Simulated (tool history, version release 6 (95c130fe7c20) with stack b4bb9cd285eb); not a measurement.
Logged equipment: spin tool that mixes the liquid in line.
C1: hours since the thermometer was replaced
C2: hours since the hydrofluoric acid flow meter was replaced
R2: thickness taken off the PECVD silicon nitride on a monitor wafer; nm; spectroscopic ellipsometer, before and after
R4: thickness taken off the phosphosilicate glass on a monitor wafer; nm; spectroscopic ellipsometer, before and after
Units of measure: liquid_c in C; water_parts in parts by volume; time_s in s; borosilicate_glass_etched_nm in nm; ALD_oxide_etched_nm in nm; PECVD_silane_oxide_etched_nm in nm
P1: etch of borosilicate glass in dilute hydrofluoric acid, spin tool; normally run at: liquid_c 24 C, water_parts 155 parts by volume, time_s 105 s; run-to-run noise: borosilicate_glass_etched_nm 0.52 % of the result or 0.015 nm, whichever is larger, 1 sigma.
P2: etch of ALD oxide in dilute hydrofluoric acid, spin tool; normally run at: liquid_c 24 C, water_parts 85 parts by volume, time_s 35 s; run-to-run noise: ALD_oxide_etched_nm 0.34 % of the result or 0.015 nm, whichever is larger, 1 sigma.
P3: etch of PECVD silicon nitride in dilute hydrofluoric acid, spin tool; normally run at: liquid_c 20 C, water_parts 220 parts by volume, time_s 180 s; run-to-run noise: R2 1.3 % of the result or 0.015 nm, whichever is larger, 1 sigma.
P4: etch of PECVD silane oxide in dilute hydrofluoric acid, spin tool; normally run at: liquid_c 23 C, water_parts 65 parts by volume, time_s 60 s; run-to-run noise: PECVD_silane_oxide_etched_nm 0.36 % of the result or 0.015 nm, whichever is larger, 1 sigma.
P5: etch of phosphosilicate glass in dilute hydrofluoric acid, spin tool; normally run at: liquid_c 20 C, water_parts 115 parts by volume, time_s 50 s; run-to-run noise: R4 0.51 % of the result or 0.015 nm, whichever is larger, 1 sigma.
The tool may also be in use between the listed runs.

run 1 hour=9.7 | process=P1 liquid_c=24 water_parts=155 time_s=105 | C1=597.6 C2=1009.6 | borosilicate_glass_etched_nm=17.855
run 2 hour=19.9 | process=P3 liquid_c=20 water_parts=220 time_s=270 | C1=607.8 C2=1019.8 | R2=3.0776
run 3 hour=28.7 | process=P1 liquid_c=30.5 water_parts=155 time_s=105 | C1=616.6 C2=1028.6 | borosilicate_glass_etched_nm=23.076
run 4 hour=36.3 | process=P3 liquid_c=20 water_parts=220 time_s=180 | C1=624.2 C2=1036.2 | R2=1.9938
run 5 hour=48.8 | process=P3 liquid_c=20 water_parts=340 time_s=180 | C1=636.7 C2=1048.7 | R2=1.3518
run 6 hour=64.3 | process=P2 liquid_c=17.5 water_parts=85 time_s=35 | C1=652.2 C2=1064.2 | ALD_oxide_etched_nm=7.6903
run 7 hour=77 | process=P1 liquid_c=24 water_parts=155 time_s=105 | C1=664.9 C2=1076.9 | borosilicate_glass_etched_nm=18.207
run 8 hour=92.4 | process=P5 liquid_c=20 water_parts=115 time_s=90 | C1=680.3 C2=1092.3 | R4=63.725
run 9 hour=99.7 | process=P2 liquid_c=24 water_parts=85 time_s=15 | C1=687.6 C2=1099.6 | ALD_oxide_etched_nm=4.3468
run 10 hour=110.3 | process=P4 liquid_c=23 water_parts=110 time_s=60 | C1=698.2 C2=1110.2 | PECVD_silane_oxide_etched_nm=16.378
run 11 hour=120.5 | process=P1 liquid_c=24 water_parts=155 time_s=180 | C1=708.4 C2=1120.4 | borosilicate_glass_etched_nm=31.084
run 12 hour=135.6 | process=P1 liquid_c=29.5 water_parts=155 time_s=200 | C1=723.5 C2=1135.5 | borosilicate_glass_etched_nm=42.35
run 13 hour=148.3 | process=P1 liquid_c=24 water_parts=155 time_s=105 | C1=736.2 C2=1148.2 | borosilicate_glass_etched_nm=18.181
run 14 hour=159.4 | process=P1 liquid_c=19 water_parts=155 time_s=105 | C1=747.3 C2=1159.3 | borosilicate_glass_etched_nm=14.95
run 15 hour=172.9 | process=P1 liquid_c=24 water_parts=155 time_s=105 | C1=760.8 C2=1172.8 | borosilicate_glass_etched_nm=18.293
run 16 hour=188.1 | process=P2 liquid_c=24 water_parts=85 time_s=35 | C1=776 C2=1188 | ALD_oxide_etched_nm=10.057
run 17 hour=197.4 | process=P1 liquid_c=24 water_parts=155 time_s=105 | C1=785.3 C2=1197.3 | borosilicate_glass_etched_nm=17.94
run 18 hour=211.8 | process=P3 liquid_c=28 water_parts=220 time_s=180 | C1=799.7 C2=1211.7 | R2=3.3822
run 19 hour=226.2 | process=P5 liquid_c=28 water_parts=115 time_s=50 | C1=814.1 C2=1226.1 | R4=48.559
run 20 hour=233.9 | process=P4 liquid_c=23 water_parts=65 time_s=60 | C1=821.8 C2=1233.8 | PECVD_silane_oxide_etched_nm=29.137
run 21 hour=249.3 | process=P1 liquid_c=24 water_parts=45 time_s=105 | C1=837.2 C2=1249.2 | borosilicate_glass_etched_nm=70.98
run 22 hour=263.5 | process=P1 liquid_c=24 water_parts=155 time_s=105 | C1=851.4 C2=1263.4 | borosilicate_glass_etched_nm=18.146
run 23 hour=273.1 | process=P3 liquid_c=20 water_parts=220 time_s=180 | C1=861 C2=1273 | R2=2.0413
run 24 hour=284.1 | process=P2 liquid_c=24 water_parts=85 time_s=35 | C1=872 C2=1284 | ALD_oxide_etched_nm=10.015
run 25 hour=291.2 | process=P4 liquid_c=23 water_parts=65 time_s=15 | C1=879.1 C2=1291.1 | PECVD_silane_oxide_etched_nm=7.2812
run 26 hour=299.8 | process=P4 liquid_c=23 water_parts=65 time_s=60 | C1=887.7 C2=1299.7 | PECVD_silane_oxide_etched_nm=29.25
run 27 hour=309.1 | process=P5 liquid_c=20 water_parts=115 time_s=50 | C1=897 C2=1309 | R4=35.286
run 28 hour=320.8 | process=P1 liquid_c=24 water_parts=280 time_s=105 | C1=908.7 C2=1320.7 | borosilicate_glass_etched_nm=8.7794
run 29 hour=330 | process=P5 liquid_c=20 water_parts=195 time_s=50 | C1=917.9 C2=1329.9 | R4=19.098
run 30 hour=341 | process=P1 liquid_c=24 water_parts=155 time_s=105 | C1=928.9 C2=1340.9 | borosilicate_glass_etched_nm=18.219
run 31 hour=349.3 | process=P2 liquid_c=24 water_parts=150 time_s=35 | C1=937.2 C2=1349.2 | ALD_oxide_etched_nm=5.2652
run 32 hour=361.6 | process=P1 liquid_c=24 water_parts=155 time_s=20 | C1=949.5 C2=1361.5 | borosilicate_glass_etched_nm=3.4415
run 33 hour=368.7 | process=P4 liquid_c=27 water_parts=65 time_s=60 | C1=956.6 C2=1368.6 | PECVD_silane_oxide_etched_nm=34.344
run 34 hour=379.7 | process=P1 liquid_c=24 water_parts=155 time_s=105 | C1=967.6 C2=1379.6 | borosilicate_glass_etched_nm=18.022
run 35 hour=393.5 | process=P1 liquid_c=24 water_parts=155 time_s=105 | C1=981.4 C2=1393.4 | borosilicate_glass_etched_nm=18.783
run 36 hour=406.6 | process=P1 liquid_c=24 water_parts=155 time_s=105 | C1=994.5 C2=1406.5 | borosilicate_glass_etched_nm=19.212
run 37 hour=420.9 | process=P1 liquid_c=24 water_parts=155 time_s=105 | C1=1008.8 C2=1420.8 | borosilicate_glass_etched_nm=19.36

Run 38 is up next; what results do you expect?
run 38 hour=433.2 | process=P1 liquid_c=24 water_parts=155 time_s=105 | C1=1021.1 C2=1433.1 | borosilicate_glass_etched_nm=?

{"run 38": {"borosilicate_glass_etched_nm": 19.727}}
